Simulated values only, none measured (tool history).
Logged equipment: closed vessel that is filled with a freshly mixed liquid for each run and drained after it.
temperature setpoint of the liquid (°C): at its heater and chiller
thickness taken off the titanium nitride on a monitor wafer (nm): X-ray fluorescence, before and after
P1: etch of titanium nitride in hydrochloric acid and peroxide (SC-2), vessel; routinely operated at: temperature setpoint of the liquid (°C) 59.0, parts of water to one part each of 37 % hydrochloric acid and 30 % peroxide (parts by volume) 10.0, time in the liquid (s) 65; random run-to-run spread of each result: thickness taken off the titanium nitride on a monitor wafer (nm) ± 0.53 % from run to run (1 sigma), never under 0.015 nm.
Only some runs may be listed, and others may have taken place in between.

run	hour	temperature setpoint of the liquid (°C)	parts of water to one part each of 37 % hydrochloric acid and 30 % peroxide (parts by volume)	time in the liquid (s)	hours since the thermometer was replaced	hours since the chemicals flow meter was replaced	hours since the drum of peroxide was connected	thickness taken off the titanium nitride on a monitor wafer (nm)
1	7.9	59.0	10.0	65	1576.3	172.7	252.6	4.5484
2	17.2	67.0	10.0	65	1585.6	182.0	261.9	7.5013
3	26.4	59.0	18.5	65	1594.8	191.2	271.1	2.6633
4	33.0	59.0	10.0	130	1601.4	197.8	277.7	9.0268
# hour 40.0: new drum of peroxide connected
5	41.9	59.0	10.0	65	1610.3	206.7	1.9	4.5363
6	49.7	59.0	4.0	65	1618.1	214.5	9.7	9.0410
7	60.5	59.0	10.0	65	1628.9	225.3	20.5	4.5049
8	69.3	42.5	10.0	65	1637.7	234.1	29.3	1.5519
9	76.5	59.0	10.0	30	1644.9	241.3	36.5	2.1007
10	82.6	59.0	15.0	105	1651.0	247.4	42.6	5.1245
11	93.4	59.0	10.0	65	1661.8	258.2	53.4	4.5437
12	99.0	70.0	17.5	65	1667.4	263.8	59.0	5.4514
13	109.5	72.0	14.5	65	1677.9	274.3	69.5	7.1760
14	120.0	59.0	10.0	65	1688.4	284.8	80.0	4.5414
15	131.1	59.0	10.0	65	1699.5	295.9	91.1	4.6204
16	141.7	59.0	10.0	65	1710.1	306.5	101.7	4.7001
17	149.5	59.0	10.0	65	1717.9	314.3	109.5	4.7727
18	159.9	59.0	10.0	65	1728.3	324.7	119.9	4.7936
19	170.4	59.0	10.0	65	1738.8	335.2	130.4	4.8601
20	178.9	59.0	10.0	65	1747.3	343.7	138.9	4.8864
21	190.8	59.0	10.0	65	1759.2	355.6	150.8	4.8234
22	201.8	59.0	10.0	65	1770.2	366.6	161.8	4.8949
23	211.3	59.0	10.0	65	1779.7	376.1	171.3	4.8987

Something has made what P1 gives creep away from where it was; the 2 causes below, each at its own stated size, fit the log equally well:
A: liquid hotter than its thermometer reads (K) = 1.14
B: chemicals flow above the setpoint (%) = 9.02
At approximately hour 120.0, the process output began to creep.
Each remaining cause and why it is not a fit:
peroxide weaker than its label (%): cannot exceed 8; that much would move thickness taken off the titanium nitride on a monitor wafer (nm) by -7.4 %, which falls short of the creep or goes against it

Which of the 4 check runs listed below, each an average over 5 wafers with its results shown as question marks, gives clearly different results under the different listed causes?
check 1	220.8	46.5	4.0	65				?
check 2	220.8	59.0	17.0	90				?
check 3	220.8	59.0	18.0	30				?
check 4	220.8	48.5	10.0	125				?

Outcome of each check run for each possible cause:
check	result	if A	if B
check 1	thickness taken off the titanium nitride on a monitor wafer (nm)	4.3039	4.2159
check 2	thickness taken off the titanium nitride on a monitor wafer (nm)	4.2474	4.2697
check 3	thickness taken off the titanium nitride on a monitor wafer (nm)	1.3450	1.3527
check 4	thickness taken off the titanium nitride on a monitor wafer (nm)	4.7341	4.7103
Minimum pairwise separation of causes per check, each pair taken at its best-separating result: check 1 2.07 %; check 2 0.52 %; check 3 0.57 %; check 4 0.5 %
Check 1 is the one run that separates the causes; every other check would come out nearly the same whichever cause is at work.

After running check 1, the following was obtained: thickness taken off the titanium nitride on a monitor wafer (nm) 4.2108. Which cause does this point to?

It was cause B: chemicals flow above the setpoint (%).
